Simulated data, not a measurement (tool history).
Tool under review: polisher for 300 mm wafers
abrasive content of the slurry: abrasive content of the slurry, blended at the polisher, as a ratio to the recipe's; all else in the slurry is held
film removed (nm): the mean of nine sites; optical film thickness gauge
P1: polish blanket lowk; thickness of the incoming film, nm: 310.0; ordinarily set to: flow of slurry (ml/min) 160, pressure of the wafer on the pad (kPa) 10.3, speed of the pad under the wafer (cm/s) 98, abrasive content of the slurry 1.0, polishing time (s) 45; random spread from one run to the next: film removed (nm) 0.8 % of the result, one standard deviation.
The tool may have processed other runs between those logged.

| run | day | flow of slurry (ml/min) | pressure of the wafer on the pad (kPa) | speed of the pad under the wafer (cm/s) | abrasive content of the slurry | polishing time (s) | film removed (nm) |
|---|---|---|---|---|---|---|---|
| 1 | 0.429 | 160 | 10.3 | 98 | 1.0 | 45 | 11.5950 |
| 2 | 0.967 | 160 | 4.8 | 98 | 1.0 | 45 | 5.4261 |
| 3 | 1.288 | 160 | 10.3 | 98 | 0.5 | 45 | 7.9078 |
| 4 | 1.796 | 160 | 10.3 | 98 | 1.5 | 45 | 13.4790 |
| 5 | 2.046 | 160 | 10.3 | 98 | 1.0 | 45 | 11.5380 |
| 6 | 2.521 | 160 | 10.3 | 98 | 1.0 | 45 | 11.3770 |
| 7 | 2.875 | 160 | 10.3 | 98 | 1.0 | 45 | 11.5820 |
| 8 | 3.121 | 160 | 10.3 | 98 | 1.0 | 69 | 17.5120 |
| 9 | 3.629 | 250 | 10.3 | 98 | 1.0 | 45 | 12.1980 |
| 10 | 4.179 | 160 | 10.3 | 98 | 1.0 | 45 | 11.4460 |
| 11 | 4.479 | 160 | 15.9 | 98 | 1.0 | 45 | 17.7460 |
| 12 | 4.842 | 205 | 10.3 | 98 | 0.7 | 45 | 9.9450 |
| 13 | 5.392 | 95 | 10.3 | 98 | 1.0 | 45 | 10.2070 |
| 14 | 5.892 | 160 | 10.3 | 152 | 1.0 | 45 | 16.2820 |
| 15 | 6.179 | 160 | 10.3 | 98 | 1.0 | 45 | 11.4990 |

What will run 16 give?
| 16 | 6.438 | 160 | 10.3 | 98 | 0.7 | 63 | ? |

film removed (nm): 13.3610
